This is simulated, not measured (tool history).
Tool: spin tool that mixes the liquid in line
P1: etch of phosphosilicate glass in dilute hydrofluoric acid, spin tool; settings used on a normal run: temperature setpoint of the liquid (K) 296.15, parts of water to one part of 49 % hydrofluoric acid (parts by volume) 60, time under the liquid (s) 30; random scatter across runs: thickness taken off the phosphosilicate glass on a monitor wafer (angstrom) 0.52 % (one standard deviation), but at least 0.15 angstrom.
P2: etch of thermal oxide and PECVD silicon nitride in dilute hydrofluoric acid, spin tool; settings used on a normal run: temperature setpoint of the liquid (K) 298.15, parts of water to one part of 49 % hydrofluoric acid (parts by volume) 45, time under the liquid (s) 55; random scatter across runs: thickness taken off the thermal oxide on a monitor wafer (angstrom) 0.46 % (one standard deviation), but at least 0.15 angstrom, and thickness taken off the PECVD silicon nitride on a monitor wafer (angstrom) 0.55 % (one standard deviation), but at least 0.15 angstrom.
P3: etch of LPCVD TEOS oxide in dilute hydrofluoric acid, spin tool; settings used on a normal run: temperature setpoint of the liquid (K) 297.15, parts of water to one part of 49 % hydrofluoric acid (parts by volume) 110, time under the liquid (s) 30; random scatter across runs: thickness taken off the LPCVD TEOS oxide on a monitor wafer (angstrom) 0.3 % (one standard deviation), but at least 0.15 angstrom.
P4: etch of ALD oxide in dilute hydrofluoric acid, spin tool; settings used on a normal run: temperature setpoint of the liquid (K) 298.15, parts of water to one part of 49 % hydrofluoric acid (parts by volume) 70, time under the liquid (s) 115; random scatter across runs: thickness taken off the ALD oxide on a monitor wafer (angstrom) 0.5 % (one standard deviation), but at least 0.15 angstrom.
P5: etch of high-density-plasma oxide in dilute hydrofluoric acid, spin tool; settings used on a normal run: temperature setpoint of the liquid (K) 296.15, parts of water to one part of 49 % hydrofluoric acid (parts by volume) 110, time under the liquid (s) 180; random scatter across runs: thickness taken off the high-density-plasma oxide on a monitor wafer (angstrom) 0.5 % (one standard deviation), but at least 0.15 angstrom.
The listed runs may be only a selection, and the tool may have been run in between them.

run,hour,process that ran,temperature setpoint of the liquid (K),parts of water to one part of 49 % hydrofluoric acid (parts by volume),time under the liquid (s),thickness taken off the phosphosilicate glass on a monitor wafer (angstrom),thickness taken off the ALD oxide on a monitor wafer (angstrom),thickness taken off the LPCVD TEOS oxide on a monitor wafer (angstrom),thickness taken off the high-density-plasma oxide on a monitor wafer (angstrom),thickness taken off the thermal oxide on a monitor wafer (angstrom),thickness taken off the PECVD silicon nitride on a monitor wafer (angstrom)
1,4.2,P1,296.15,60,30,818.85,,,,,
2,9.0,P1,290.15,60,15,317.84,,,,,
3,13.4,P1,292.15,20,30,2188.20,,,,,
4,17.6,P4,298.15,105,115,,184.46,,,,
5,23.5,P1,296.15,105,60,892.53,,,,,
6,28.9,P1,290.15,60,30,637.23,,,,,
7,31.9,P1,303.15,60,30,1082.80,,,,,
8,34.8,P1,296.15,60,30,809.88,,,,,
9,39.9,P4,298.15,70,185,,466.99,,,,
10,43.6,P1,296.15,60,15,406.90,,,,,
11,46.5,P3,297.15,110,30,,,85.321,,,
12,52.3,P3,292.15,110,30,,,70.290,,,
13,56.8,P1,296.15,105,30,441.71,,,,,
14,59.6,P1,296.15,60,30,819.70,,,,,
15,62.9,P1,296.15,60,30,812.67,,,,,
16,66.5,P5,290.15,110,180,,,,85.174,,
17,72.3,P4,298.15,70,115,,290.10,,,,
18,75.4,P1,296.15,60,30,810.70,,,,,
19,80.1,P4,290.15,70,115,,206.82,,,,
20,83.0,P5,296.15,110,290,,,,173.780,,
21,88.0,P5,296.15,30,180,,,,435.110,,
22,93.6,P2,298.15,45,55,,,,,63.632,56.205
23,98.5,P3,297.15,110,60,,,170.910,,,
24,101.1,P2,298.15,20,55,,,,,148.130,120.860
25,105.8,P5,296.15,110,180,,,,107.540,,
26,109.1,P5,296.15,110,180,,,,107.930,,
27,113.3,P2,298.15,45,20,,,,,23.161,20.684
28,116.4,P2,298.15,45,55,,,,,63.765,55.921
29,121.2,P3,297.15,25,30,,,420.730,,,
30,126.2,P3,297.15,110,30,,,85.718,,,
31,129.7,P1,296.15,60,55,1488.80,,,,,
32,132.5,P1,296.15,20,30,2553.70,,,,,
33,137.0,P2,304.15,45,55,,,,,80.635,82.990
34,141.8,P1,296.15,60,30,813.80,,,,,
35,146.0,P1,296.15,60,30,807.62,,,,,
36,150.1,P1,296.15,60,30,794.77,,,,,
37,154.0,P1,296.15,60,30,792.48,,,,,
38,157.1,P1,296.15,60,30,783.49,,,,,
39,161.5,P1,296.15,60,30,778.92,,,,,
40,165.3,P1,296.15,60,30,773.01,,,,,
41,168.5,P1,296.15,60,30,777.64,,,,,
42,173.1,P1,296.15,60,30,770.96,,,,,
43,178.4,P1,296.15,60,30,775.66,,,,,
44,184.3,P1,296.15,60,30,767.96,,,,,
45,189.3,P1,296.15,60,30,771.58,,,,,

P1 no longer gives what it gave before; its output has crept away from where it was. The following 2 causes, each at its listed size, fit the log equally well:
A: liquid colder than its thermometer reads (K) = 1.4
B: hydrofluoric acid flow below the setpoint (%) = 5.22
The drift started at roughly hour 141.8.

Of the 4 check runs listed below, each run on one wafer and each result written as a question mark, which would let you distinguish the listed causes because they would give clearly different results?
check 1,194.3,P5,296.15,50,180,,,,?,,
check 2,194.3,P2,304.15,25,55,,,,,?,?
check 3,194.3,P3,292.65,40,30,,,?,,,
check 4,194.3,P4,290.65,95,115,,?,,,,

If the cause were each of the candidates in turn, the checks would give the following:
check,result,if A,if B
check 1,thickness taken off the high-density-plasma oxide on a monitor wafer (angstrom),241.000,241.320
check 2,thickness taken off the thermal oxide on a monitor wafer (angstrom),142.080,142.120
check 2,thickness taken off the PECVD silicon nitride on a monitor wafer (angstrom),134.390,139.790
check 3,thickness taken off the LPCVD TEOS oxide on a monitor wafer (angstrom),200.450,201.310
check 4,thickness taken off the ALD oxide on a monitor wafer (angstrom),143.82,143.85
Minimum pairwise separation of causes per check, each pair taken at its best-separating result: check 1 0.13 %; check 2 3.94 %; check 3 0.43 %; check 4 0.02 %
Only in check 2 would the causes give clearly different results; in the remaining checks their results would be nearly the same.

Check 2 was carried out, with these results: thickness taken off the thermal oxide on a monitor wafer (angstrom) 141.860; thickness taken off the PECVD silicon nitride on a monitor wafer (angstrom) 139.330. Which of the listed causes is responsible?

It is B: hydrofluoric acid flow below the setpoint (%).
